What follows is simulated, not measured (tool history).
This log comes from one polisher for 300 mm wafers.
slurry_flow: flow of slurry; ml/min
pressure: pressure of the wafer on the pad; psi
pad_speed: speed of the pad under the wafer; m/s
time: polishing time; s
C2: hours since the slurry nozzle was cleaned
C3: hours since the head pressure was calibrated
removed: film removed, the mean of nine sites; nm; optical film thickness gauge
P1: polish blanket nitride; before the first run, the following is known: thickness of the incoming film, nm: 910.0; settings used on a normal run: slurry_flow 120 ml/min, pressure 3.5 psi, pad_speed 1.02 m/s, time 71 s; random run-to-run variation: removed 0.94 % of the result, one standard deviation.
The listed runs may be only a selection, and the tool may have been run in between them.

run 1 hour=4.0 | slurry_flow=120 pressure=3.5 pad_speed=1.02 time=71 | wafers_polished_on_this_pad=490 C2=167.3 C3=230.7 | removed=102.130
run 2 hour=9.2 | slurry_flow=75 pressure=3.5 pad_speed=1.02 time=71 | wafers_polished_on_this_pad=572 C2=172.5 C3=235.9 | removed=91.086
run 3 hour=13.3 | slurry_flow=70 pressure=3.5 pad_speed=1.26 time=71 | wafers_polished_on_this_pad=637 C2=176.6 C3=240.0 | removed=104.660
run 4 hour=19.5 | slurry_flow=120 pressure=3.5 pad_speed=1.02 time=71 | wafers_polished_on_this_pad=735 C2=182.8 C3=246.2 | removed=103.910
-- hour=22.3 head pressure recalibrated
run 5 hour=25.2 | slurry_flow=120 pressure=3.5 pad_speed=1.02 time=71 | wafers_polished_on_this_pad=825 C2=188.5 C3=2.9 | removed=103.610
run 6 hour=29.9 | slurry_flow=120 pressure=3.5 pad_speed=0.46 time=71 | wafers_polished_on_this_pad=899 C2=193.2 C3=7.6 | removed=53.470
run 7 hour=34.4 | slurry_flow=120 pressure=3.5 pad_speed=1.02 time=71 | wafers_polished_on_this_pad=970 C2=197.7 C3=12.1 | removed=103.550
run 8 hour=39.8 | slurry_flow=175 pressure=3.5 pad_speed=1.02 time=71 | wafers_polished_on_this_pad=1055 C2=203.1 C3=17.5 | removed=107.470
run 9 hour=45.1 | slurry_flow=120 pressure=1.8 pad_speed=1.02 time=71 | wafers_polished_on_this_pad=1139 C2=208.4 C3=22.8 | removed=53.260
run 10 hour=50.9 | slurry_flow=120 pressure=3.5 pad_speed=1.42 time=71 | wafers_polished_on_this_pad=1231 C2=214.2 C3=28.6 | removed=134.820
run 11 hour=57.0 | slurry_flow=120 pressure=5.4 pad_speed=1.02 time=71 | wafers_polished_on_this_pad=1327 C2=220.3 C3=34.7 | removed=155.720
run 12 hour=63.0 | slurry_flow=120 pressure=3.5 pad_speed=1.02 time=102 | wafers_polished_on_this_pad=1422 C2=226.3 C3=40.7 | removed=144.510
run 13 hour=69.0 | slurry_flow=120 pressure=3.5 pad_speed=1.02 time=71 | wafers_polished_on_this_pad=1517 C2=232.3 C3=46.7 | removed=102.680
run 14 hour=73.9 | slurry_flow=120 pressure=3.5 pad_speed=1.02 time=71 | wafers_polished_on_this_pad=1594 C2=237.2 C3=51.6 | removed=103.560
run 15 hour=77.8 | slurry_flow=120 pressure=3.5 pad_speed=1.02 time=32 | wafers_polished_on_this_pad=1656 C2=241.1 C3=55.5 | removed=45.778
run 16 hour=83.7 | slurry_flow=120 pressure=3.5 pad_speed=1.02 time=71 | wafers_polished_on_this_pad=1749 C2=247.0 C3=61.4 | removed=100.910
run 17 hour=87.4 | slurry_flow=120 pressure=3.5 pad_speed=1.02 time=71 | wafers_polished_on_this_pad=1807 C2=250.7 C3=65.1 | removed=100.930
run 18 hour=91.0 | slurry_flow=120 pressure=3.5 pad_speed=1.02 time=71 | wafers_polished_on_this_pad=1864 C2=254.3 C3=68.7 | removed=96.645
run 19 hour=94.7 | slurry_flow=120 pressure=3.5 pad_speed=1.02 time=71 | wafers_polished_on_this_pad=1922 C2=258.0 C3=72.4 | removed=95.304

Estimate the outcome of run 20 from the log above:
run 20 hour=100.8 | slurry_flow=120 pressure=3.5 pad_speed=1.02 time=71 | wafers_polished_on_this_pad=2019 C2=264.1 C3=78.5 | removed=?

{"run 20": {"removed": 94.812}}
